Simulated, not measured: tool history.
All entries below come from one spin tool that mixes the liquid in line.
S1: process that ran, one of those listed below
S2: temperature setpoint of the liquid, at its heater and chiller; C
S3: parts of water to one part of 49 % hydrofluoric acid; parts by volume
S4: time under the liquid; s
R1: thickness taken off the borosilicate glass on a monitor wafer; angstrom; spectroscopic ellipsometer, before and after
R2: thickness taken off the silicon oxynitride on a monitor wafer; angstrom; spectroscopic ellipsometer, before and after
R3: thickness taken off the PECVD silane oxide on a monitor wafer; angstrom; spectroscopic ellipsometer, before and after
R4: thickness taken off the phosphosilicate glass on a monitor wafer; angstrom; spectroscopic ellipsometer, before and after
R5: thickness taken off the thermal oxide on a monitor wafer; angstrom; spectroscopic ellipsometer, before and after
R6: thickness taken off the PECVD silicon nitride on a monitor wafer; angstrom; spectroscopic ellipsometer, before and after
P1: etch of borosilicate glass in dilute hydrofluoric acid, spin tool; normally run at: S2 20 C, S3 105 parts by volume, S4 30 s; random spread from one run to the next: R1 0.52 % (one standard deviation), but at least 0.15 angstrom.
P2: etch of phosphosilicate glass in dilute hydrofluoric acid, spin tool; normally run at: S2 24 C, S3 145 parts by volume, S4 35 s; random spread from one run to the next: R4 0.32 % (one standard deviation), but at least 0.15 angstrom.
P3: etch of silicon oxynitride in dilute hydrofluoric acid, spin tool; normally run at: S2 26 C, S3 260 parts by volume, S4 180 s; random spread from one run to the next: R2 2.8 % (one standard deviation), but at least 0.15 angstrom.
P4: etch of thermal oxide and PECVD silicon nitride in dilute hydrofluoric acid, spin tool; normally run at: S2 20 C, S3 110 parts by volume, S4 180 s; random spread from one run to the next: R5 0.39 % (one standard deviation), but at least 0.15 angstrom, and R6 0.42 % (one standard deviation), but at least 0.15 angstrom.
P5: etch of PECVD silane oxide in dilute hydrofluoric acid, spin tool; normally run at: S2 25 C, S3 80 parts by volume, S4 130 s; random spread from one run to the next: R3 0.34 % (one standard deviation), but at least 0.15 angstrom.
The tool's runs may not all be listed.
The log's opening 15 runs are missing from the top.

run   hour  S1  S2   S3   S4      R1      R2  R3      R4      R5      R6
 16  209.3  P4  20  110   75                              27.062   24.35
 17  219.9  P4  20  110  180                              64.939  58.855
 18  229.8  P3  26  260  180          8.9647
 19  239.8  P4  26  110  180                              81.622   86.53
 20  251.6  P2  24  145   35                      226.84
 21  269.5  P2  18  145   35                      180.41
 22    284  P2  24  145   20                      129.76
 23  301.9  P1  20   45   30  188.73
 24  319.9  P2  24  145   35                      226.08
 25  335.7  P1  20  145   30  51.988
 26  352.3  P1  20  105   60  151.25
 27  363.4  P4  20  195  180                              33.204  33.379
 28  374.6  P1  20  105   15    37.8
 29  383.4  P3  26  260  305          15.648
 30  395.9  P3  26  260  180          9.7186
 31  412.5  P1  20  105   30  74.993

What will run 32 give?
 32  428.8  P1  20  105  30   ?

Run 32 came out at R1 72.66 angstrom.
